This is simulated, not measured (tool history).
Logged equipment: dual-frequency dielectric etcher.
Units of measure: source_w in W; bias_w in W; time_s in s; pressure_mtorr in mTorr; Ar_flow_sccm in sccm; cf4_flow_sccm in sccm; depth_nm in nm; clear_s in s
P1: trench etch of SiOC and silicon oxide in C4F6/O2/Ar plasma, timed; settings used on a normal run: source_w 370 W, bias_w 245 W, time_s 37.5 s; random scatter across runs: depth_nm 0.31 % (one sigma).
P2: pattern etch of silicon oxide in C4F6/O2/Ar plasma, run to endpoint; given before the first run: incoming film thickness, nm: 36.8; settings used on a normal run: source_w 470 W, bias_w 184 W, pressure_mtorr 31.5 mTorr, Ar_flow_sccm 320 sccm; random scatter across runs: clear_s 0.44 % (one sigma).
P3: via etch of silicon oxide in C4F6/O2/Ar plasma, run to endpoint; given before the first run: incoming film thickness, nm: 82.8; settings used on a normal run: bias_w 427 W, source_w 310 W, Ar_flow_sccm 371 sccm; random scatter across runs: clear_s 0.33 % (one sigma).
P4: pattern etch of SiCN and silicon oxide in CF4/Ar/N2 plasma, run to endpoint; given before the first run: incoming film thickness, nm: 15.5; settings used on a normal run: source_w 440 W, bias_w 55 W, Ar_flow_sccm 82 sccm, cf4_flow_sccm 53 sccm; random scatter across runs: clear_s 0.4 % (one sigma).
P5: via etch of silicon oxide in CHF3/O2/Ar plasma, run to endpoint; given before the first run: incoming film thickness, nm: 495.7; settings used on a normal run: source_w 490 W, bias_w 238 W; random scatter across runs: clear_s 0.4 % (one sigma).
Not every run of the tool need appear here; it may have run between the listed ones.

| run | hour | process | source_w | bias_w | time_s | pressure_mtorr | Ar_flow_sccm | cf4_flow_sccm | hours since the last wet clean | hours since the last source power generator calibration | hours since the last bias power generator calibration | depth_nm | clear_s |
|---|---|---|---|---|---|---|---|---|---|---|---|---|---|
| 1 | 8.2 | P1 | 370 | 245 | 37.5 |  |  |  | 150.2 | 564.3 | 1862.3 | 83.715 |  |
| 2 | 25.8 | P1 | 370 | 245 | 37.5 |  |  |  | 167.8 | 581.9 | 1879.9 | 84.286 |  |
| 3 | 39.9 | P2 | 470 | 184 |  | 31.5 | 226 |  | 181.9 | 596 | 1894 |  | 10.785 |
| 4 | 50.6 | P1 | 370 | 245 | 51.5 |  |  |  | 192.6 | 606.7 | 1904.7 | 115.19 |  |
| 5 | 59.6 | P4 | 440 | 55 |  |  | 82 | 53 | 201.6 | 615.7 | 1913.7 |  | 19.968 |
| 6 | 76.8 | P5 | 490 | 238 |  |  |  |  | 218.8 | 632.9 | 1930.9 |  | 244.54 |
| 7 | 92.4 | P4 | 440 | 77 |  |  | 82 | 53 | 234.4 | 648.5 | 1946.5 |  | 17.776 |
| 8 | 105.9 | P2 | 470 | 184 |  | 31.5 | 320 |  | 247.9 | 662 | 1960 |  | 11.078 |
| 9 | 114.6 | P3 | 430 | 427 |  |  | 371 |  | 256.6 | 670.7 | 1968.7 |  | 18.976 |
| 10 | 129.3 | P1 | 370 | 245 | 29 |  |  |  | 271.3 | 685.4 | 1983.4 | 65.089 |  |
| 11 | 145.8 | P1 | 250 | 245 | 28 |  |  |  | 287.8 | 701.9 | 1999.9 | 54.202 |  |
| 12 | 157.8 | P5 | 680 | 238 |  |  |  |  | 299.8 | 713.9 | 2011.9 |  | 217.24 |
|  | 160.8 | wet clean of the chamber |
| 13 | 170.3 | P1 | 450 | 245 | 24.5 |  |  |  | 9.6 | 726.4 | 2024.4 | 59.266 |  |
| 14 | 186 | P1 | 370 | 245 | 37.5 |  |  |  | 25.3 | 742.1 | 2040.1 | 84.499 |  |
| 15 | 203.6 | P1 | 370 | 167 | 37.5 |  |  |  | 42.9 | 759.7 | 2057.7 | 74.562 |  |
| 16 | 212.9 | P4 | 610 | 55 |  |  | 82 | 53 | 52.2 | 769 | 2067 |  | 14.857 |
| 17 | 227 | P1 | 370 | 245 | 37.5 |  |  |  | 66.3 | 783.1 | 2081.1 | 84.279 |  |
| 18 | 245.8 | P1 | 370 | 245 | 37.5 |  |  |  | 85.1 | 801.9 | 2099.9 | 84.032 |  |
| 19 | 256.6 | P1 | 250 | 245 | 37.5 |  |  |  | 95.9 | 812.7 | 2110.7 | 72.537 |  |
| 20 | 274.5 | P2 | 470 | 184 |  | 31.5 | 320 |  | 113.8 | 830.6 | 2128.6 |  | 11.144 |
| 21 | 286.3 | P3 | 310 | 583 |  |  | 371 |  | 125.6 | 842.4 | 2140.4 |  | 19.267 |
| 22 | 300.5 | P1 | 490 | 245 | 37.5 |  |  |  | 139.8 | 856.6 | 2154.6 | 93.406 |  |
| 23 | 311 | P2 | 470 | 133 |  | 31.5 | 320 |  | 150.3 | 867.1 | 2165.1 |  | 12.209 |
| 24 | 326 | P2 | 470 | 184 |  | 25 | 320 |  | 165.3 | 882.1 | 2180.1 |  | 10.901 |
| 25 | 337.5 | P1 | 370 | 332 | 37.5 |  |  |  | 176.8 | 893.6 | 2191.6 | 93.516 |  |
| 26 | 349.1 | P3 | 310 | 427 |  |  | 267 |  | 188.4 | 905.2 | 2203.2 |  | 20.865 |
|  | 363 | bias power generator calibrated |
| 27 | 363.7 | P4 | 440 | 55 |  |  | 82 | 53 | 203 | 919.8 | 0.7 |  | 19.836 |
| 28 | 382.5 | P4 | 440 | 55 |  |  | 110 | 53 | 221.8 | 938.6 | 19.5 |  | 20.92 |
| 29 | 398.6 | P4 | 440 | 55 |  |  | 82 | 33 | 237.9 | 954.7 | 35.6 |  | 21.514 |
| 30 | 415.5 | P5 | 490 | 153 |  |  |  |  | 254.8 | 971.6 | 52.5 |  | 285.91 |
| 31 | 430.7 | P2 | 280 | 184 |  | 31.5 | 320 |  | 270 | 986.8 | 67.7 |  | 13.551 |
| 32 | 445.6 | P3 | 310 | 427 |  |  | 371 |  | 284.9 | 1001.7 | 82.6 |  | 21.502 |
| 33 | 457.7 | P1 | 370 | 245 | 37.5 |  |  |  | 297 | 1013.8 | 94.7 | 83.891 |  |
| 34 | 468.9 | P1 | 370 | 245 | 37.5 |  |  |  | 308.2 | 1025 | 105.9 | 83.8 |  |
| 35 | 478.9 | P1 | 370 | 245 | 37.5 |  |  |  | 318.2 | 1035 | 115.9 | 83.572 |  |
| 36 | 497 | P1 | 370 | 245 | 37.5 |  |  |  | 336.3 | 1053.1 | 134 | 83.238 |  |

Estimate the outcome of run 37 from the log above:
| 37 | 511.6 | P1 | 370 | 245 | 37.5 |  |  |  | 350.9 | 1067.7 | 148.6 | ? |  |

depth_nm: 83.381 nm

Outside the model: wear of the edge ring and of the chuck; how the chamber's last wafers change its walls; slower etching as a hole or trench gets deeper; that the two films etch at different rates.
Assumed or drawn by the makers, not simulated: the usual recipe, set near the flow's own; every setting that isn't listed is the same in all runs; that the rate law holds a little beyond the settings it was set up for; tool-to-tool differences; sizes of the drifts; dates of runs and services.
